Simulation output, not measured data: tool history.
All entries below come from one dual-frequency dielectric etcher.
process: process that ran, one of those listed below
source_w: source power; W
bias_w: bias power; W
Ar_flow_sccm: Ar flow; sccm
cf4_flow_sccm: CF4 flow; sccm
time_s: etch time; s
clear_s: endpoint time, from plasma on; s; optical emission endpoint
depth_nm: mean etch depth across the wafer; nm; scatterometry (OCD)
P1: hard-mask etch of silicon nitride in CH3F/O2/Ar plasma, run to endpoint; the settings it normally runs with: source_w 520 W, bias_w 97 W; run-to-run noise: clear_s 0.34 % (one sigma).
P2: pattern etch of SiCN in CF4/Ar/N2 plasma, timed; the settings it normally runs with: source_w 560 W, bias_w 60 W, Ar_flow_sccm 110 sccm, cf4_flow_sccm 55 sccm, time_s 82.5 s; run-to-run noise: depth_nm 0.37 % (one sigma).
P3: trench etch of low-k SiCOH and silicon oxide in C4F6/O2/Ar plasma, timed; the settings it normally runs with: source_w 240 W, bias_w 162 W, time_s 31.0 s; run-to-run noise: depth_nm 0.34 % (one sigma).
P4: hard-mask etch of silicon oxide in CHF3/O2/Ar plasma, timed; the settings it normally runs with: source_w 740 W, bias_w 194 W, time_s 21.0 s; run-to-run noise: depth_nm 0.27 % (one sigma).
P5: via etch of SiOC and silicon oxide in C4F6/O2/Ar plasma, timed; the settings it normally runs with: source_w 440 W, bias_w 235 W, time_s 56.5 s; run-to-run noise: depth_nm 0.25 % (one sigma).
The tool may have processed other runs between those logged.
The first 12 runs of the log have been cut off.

run   hour  process  source_w  bias_w  Ar_flow_sccm  cf4_flow_sccm  time_s  hours since the last wet clean  hours since the last source power generator calibration  hours since the last bias power generator calibration  clear_s  depth_nm
 13  107.3       P2       560      60           110             70    82.5                            60.7                                                   1142.8                                                 2356.6             80.712
 14  117.0       P2       560      60           110             55   105.0                            70.4                                                   1152.5                                                 2366.3             99.451
 15  126.7       P3       240     162                                 17.0                            80.1                                                   1162.2                                                 2376.0             40.456
 16  137.0       P5       440     185                                 56.5                            90.4                                                   1172.5                                                 2386.3             67.276
 17  143.7       P3       240     162                                 31.0                            97.1                                                   1179.2                                                 2393.0             73.587
 18  148.4       P5       440     235                                 56.5                           101.8                                                   1183.9                                                 2397.7             72.618
 19  157.3       P5       280     235                                 56.5                           110.7                                                   1192.8                                                 2406.6             61.336
 20  166.1       P4       740     194                                 26.0                           119.5                                                   1201.6                                                 2415.4             54.948
 21  172.3       P1       520      97                                                                125.7                                                   1207.8                                                 2421.6   59.712
 22  178.6       P2       560      60           110             55    82.5                           132.0                                                   1214.1                                                 2427.9             77.617
 23  189.4       P1       520      97                                                                142.8                                                   1224.9                                                 2438.7   59.316
 24  197.0       P1       650     119                                                                150.4                                                   1232.5                                                 2446.3   51.013
 25  205.5       P1       520      97                                                                158.9                                                   1241.0                                                 2454.8   59.673
 26  212.7       P4       740     137                                 21.0                           166.1                                                   1248.2                                                 2462.0             39.845
 27  221.8       P4       740     194                                 21.0                           175.2                                                   1257.3                                                 2471.1             44.630
 28  229.6       P1       520      97                                                                183.0                                                   1265.1                                                 2478.9   59.445
 29  238.2       P1       520      97                                                                191.6                                                   1273.7                                                 2487.5   59.698
 30  243.4       P1       520     135                                                                196.8                                                   1278.9                                                 2492.7   52.936
 31  250.6       P1       520      97                                                                204.0                                                   1286.1                                                 2499.9   59.238
 32  258.1       P2       560      48           110             55    82.5                           211.5                                                   1293.6                                                 2507.4             71.491
 33  268.8       P1       520      97                                                                222.2                                                   1304.3                                                 2518.1   59.579
 34  275.7       P1       520      97                                                                229.1                                                   1311.2                                                 2525.0   59.225

Run 35, settings as shown, results not yet in. Your forecast:
 35  282.8       P1       520      97                                                                236.2                                                   1318.3                                                 2532.1        ?

clear_s: 58.685 s
